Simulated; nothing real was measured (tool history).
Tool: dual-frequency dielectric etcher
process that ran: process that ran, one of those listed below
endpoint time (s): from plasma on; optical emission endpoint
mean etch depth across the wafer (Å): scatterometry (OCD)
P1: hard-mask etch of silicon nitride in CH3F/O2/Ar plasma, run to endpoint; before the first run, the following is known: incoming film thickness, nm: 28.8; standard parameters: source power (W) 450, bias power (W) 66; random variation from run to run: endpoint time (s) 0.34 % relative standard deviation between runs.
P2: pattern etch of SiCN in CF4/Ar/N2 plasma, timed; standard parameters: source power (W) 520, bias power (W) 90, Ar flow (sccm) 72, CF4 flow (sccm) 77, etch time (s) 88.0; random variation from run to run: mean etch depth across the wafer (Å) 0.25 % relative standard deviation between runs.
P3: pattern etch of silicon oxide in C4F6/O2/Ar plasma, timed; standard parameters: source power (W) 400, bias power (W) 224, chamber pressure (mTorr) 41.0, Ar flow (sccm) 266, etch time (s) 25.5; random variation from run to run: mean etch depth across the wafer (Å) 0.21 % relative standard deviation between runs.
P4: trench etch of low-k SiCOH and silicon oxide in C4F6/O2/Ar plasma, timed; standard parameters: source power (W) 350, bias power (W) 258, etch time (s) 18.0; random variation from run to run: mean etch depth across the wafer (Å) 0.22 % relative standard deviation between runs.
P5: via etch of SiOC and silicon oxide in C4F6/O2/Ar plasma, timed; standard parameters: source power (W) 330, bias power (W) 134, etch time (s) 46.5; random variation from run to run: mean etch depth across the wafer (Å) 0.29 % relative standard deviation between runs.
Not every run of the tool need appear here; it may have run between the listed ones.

| run | day | process that ran | source power (W) | bias power (W) | Ar flow (sccm) | CF4 flow (sccm) | etch time (s) | chamber pressure (mTorr) | hours since the last wet clean | hours since the last source power generator calibration | hours since the last bias power generator calibration | endpoint time (s) | mean etch depth across the wafer (Å) |
|---|---|---|---|---|---|---|---|---|---|---|---|---|---|
| 1 | 0.629 | P1 | 450 | 66 |  |  |  |  | 272.7 | 846.3 | 1762.4 | 39.431 |  |
| 2 | 1.183 | P2 | 520 | 121 | 72 | 77 | 88.0 |  | 286.0 | 859.6 | 1775.7 |  | 1044.50 |
| 3 | 1.621 | P5 | 330 | 134 |  |  | 46.5 |  | 296.5 | 870.1 | 1786.2 |  | 439.91 |
| 4 | 2.183 | P1 | 290 | 44 |  |  |  |  | 310.0 | 883.6 | 1799.7 | 52.969 |  |
| 5 | 2.788 | P2 | 520 | 90 | 72 | 77 | 88.0 |  | 324.5 | 898.1 | 1814.2 |  | 937.89 |
| 6 | 3.446 | P1 | 450 | 79 |  |  |  |  | 340.3 | 913.9 | 1830.0 | 37.064 |  |
| 7 | 3.950 | P5 | 200 | 134 |  |  | 46.5 |  | 352.4 | 926.0 | 1842.1 |  | 361.86 |
| 8 | 4.404 | P1 | 540 | 80 |  |  |  |  | 363.3 | 936.9 | 1853.0 | 34.501 |  |
| 9 | 4.862 | P1 | 290 | 66 |  |  |  |  | 374.3 | 947.9 | 1864.0 | 46.599 |  |
| 10 | 5.396 | P3 | 400 | 281 | 266 |  | 25.5 | 41.0 | 387.1 | 960.7 | 1876.8 |  | 898.28 |
| 11 | 5.975 | P3 | 400 | 224 | 266 |  | 25.5 | 30.5 | 401.0 | 974.6 | 1890.7 |  | 860.51 |
|  | 5.979 | source power generator calibrated |
| 12 | 6.754 | P2 | 520 | 90 | 72 | 77 | 110.5 |  | 419.7 | 18.7 | 1909.4 |  | 1177.20 |
| 13 | 7.488 | P1 | 450 | 66 |  |  |  |  | 437.3 | 36.3 | 1927.0 | 39.464 |  |
| 14 | 7.933 | P4 | 350 | 258 |  |  | 18.0 |  | 448.0 | 47.0 | 1937.7 |  | 573.65 |
| 15 | 8.292 | P1 | 450 | 66 |  |  |  |  | 456.6 | 55.6 | 1946.3 | 39.552 |  |
| 16 | 8.975 | P1 | 450 | 66 |  |  |  |  | 473.0 | 72.0 | 1962.7 | 39.442 |  |
| 17 | 9.608 | P5 | 330 | 134 |  |  | 65.0 |  | 488.2 | 87.2 | 1977.9 |  | 612.06 |
| 18 | 10.267 | P2 | 520 | 90 | 93 | 77 | 88.0 |  | 504.0 | 103.0 | 1993.7 |  | 907.17 |
|  | 10.662 | bias power generator calibrated |
| 19 | 10.954 | P3 | 400 | 224 | 266 |  | 33.0 | 41.0 | 520.5 | 119.5 | 7.1 |  | 1075.20 |
| 20 | 11.512 | P4 | 350 | 340 |  |  | 18.0 |  | 533.9 | 132.9 | 20.5 |  | 629.23 |
| 21 | 12.104 | P3 | 400 | 224 | 198 |  | 25.5 | 41.0 | 548.1 | 147.1 | 34.7 |  | 857.61 |
| 22 | 12.508 | P5 | 330 | 134 |  |  | 46.5 |  | 557.8 | 156.8 | 44.4 |  | 437.49 |
| 23 | 13.021 | P4 | 230 | 258 |  |  | 18.0 |  | 570.1 | 169.1 | 56.7 |  | 489.70 |
| 24 | 13.512 | P1 | 450 | 66 |  |  |  |  | 581.9 | 180.9 | 68.5 | 39.471 |  |
| 25 | 14.267 | P3 | 400 | 224 | 266 |  | 25.5 | 41.0 | 600.0 | 199.0 | 86.6 |  | 832.52 |
| 26 | 14.854 | P5 | 330 | 166 |  |  | 46.5 |  | 614.1 | 213.1 | 100.7 |  | 471.02 |
| 27 | 15.254 | P4 | 350 | 258 |  |  | 18.0 |  | 623.7 | 222.7 | 110.3 |  | 575.21 |
| 28 | 15.938 | P4 | 350 | 258 |  |  | 27.0 |  | 640.1 | 239.1 | 126.7 |  | 861.35 |
| 29 | 16.700 | P3 | 550 | 224 | 266 |  | 25.5 | 41.0 | 658.4 | 257.4 | 145.0 |  | 942.25 |
| 30 | 17.425 | P1 | 450 | 41 |  |  |  |  | 675.8 | 274.8 | 162.4 | 45.713 |  |
| 31 | 17.967 | P1 | 620 | 66 |  |  |  |  | 688.8 | 287.8 | 175.4 | 35.010 |  |
| 32 | 18.442 | P1 | 450 | 66 |  |  |  |  | 700.2 | 299.2 | 186.8 | 39.529 |  |
| 33 | 18.833 | P2 | 300 | 90 | 72 | 77 | 88.0 |  | 709.6 | 308.6 | 196.2 |  | 577.27 |
| 34 | 19.204 | P2 | 520 | 90 | 72 | 54 | 88.0 |  | 718.5 | 317.5 | 205.1 |  | 896.32 |
| 35 | 19.988 | P1 | 450 | 66 |  |  |  |  | 737.3 | 336.3 | 223.9 | 39.511 |  |
| 36 | 20.704 | P1 | 450 | 66 |  |  |  |  | 754.5 | 353.5 | 241.1 | 39.677 |  |
| 37 | 21.304 | P1 | 450 | 66 |  |  |  |  | 768.9 | 367.9 | 255.5 | 39.798 |  |
| 38 | 21.842 | P1 | 450 | 66 |  |  |  |  | 781.8 | 380.8 | 268.4 | 40.122 |  |
| 39 | 22.279 | P1 | 450 | 66 |  |  |  |  | 792.3 | 391.3 | 278.9 | 39.999 |  |
|  | 22.296 | wet clean of the chamber |
| 40 | 22.896 | P1 | 450 | 66 |  |  |  |  | 14.5 | 406.1 | 293.7 | 40.372 |  |
| 41 | 23.358 | P1 | 450 | 66 |  |  |  |  | 25.6 | 417.2 | 304.8 | 39.839 |  |
| 42 | 23.775 | P1 | 450 | 66 |  |  |  |  | 35.6 | 427.2 | 314.8 | 39.960 |  |
| 43 | 24.371 | P1 | 450 | 66 |  |  |  |  | 49.9 | 441.5 | 329.1 | 40.120 |  |

Compared with where it was, what P1 gives has crept away. Each cause listed below fits the log as well as the rest, at the size given for it:
A: bias power that arrives under what is set, % = 4.97
B: source power that arrives under what is set, % = 4.31
Onset of the creep was near day 19.988.
The rest of the possible causes, and what rules out each one:
chamber walls in a state that lowers the etch rate, %: serviced at day 22.296, which brought nothing back

Of the 4 check runs listed below, each run on one wafer and each result written as a question mark, which would let you distinguish the listed causes because they would give clearly different results?
| check 1 | 24.967 | P3 | 550 | 265 | 266 |  | 25.5 | 41.0 |  |  |  |  | ? |
| check 2 | 24.967 | P2 | 320 | 90 | 72 | 77 | 88.0 |  |  |  |  |  | ? |
| check 3 | 24.967 | P4 | 350 | 313 |  |  | 18.0 |  |  |  |  |  | ? |
| check 4 | 24.967 | P5 | 210 | 134 |  |  | 46.5 |  |  |  |  |  | ? |

What every check run would give for each of its results, assuming each possible cause in turn:
| check | result | if A | if B |
|---|---|---|---|
| check 1 | mean etch depth across the wafer (Å) | 977.28 | 977.35 |
| check 2 | mean etch depth across the wafer (Å) | 601.80 | 589.37 |
| check 3 | mean etch depth across the wafer (Å) | 600.82 | 601.65 |
| check 4 | mean etch depth across the wafer (Å) | 362.17 | 361.79 |
Smallest distance between any two causes, each pair judged by its most separating result, in per cent: check 1 0.01 %; check 2 2.09 %; check 3 0.14 %; check 4 0.1 %
The other checks would show nearly matching results whichever cause is true, so check 2 is the only one that separates the causes.

After running check 2, the following was obtained: mean etch depth across the wafer (Å) 589.62. Which cause does this point to?

It is B: source power that arrives under what is set, %.
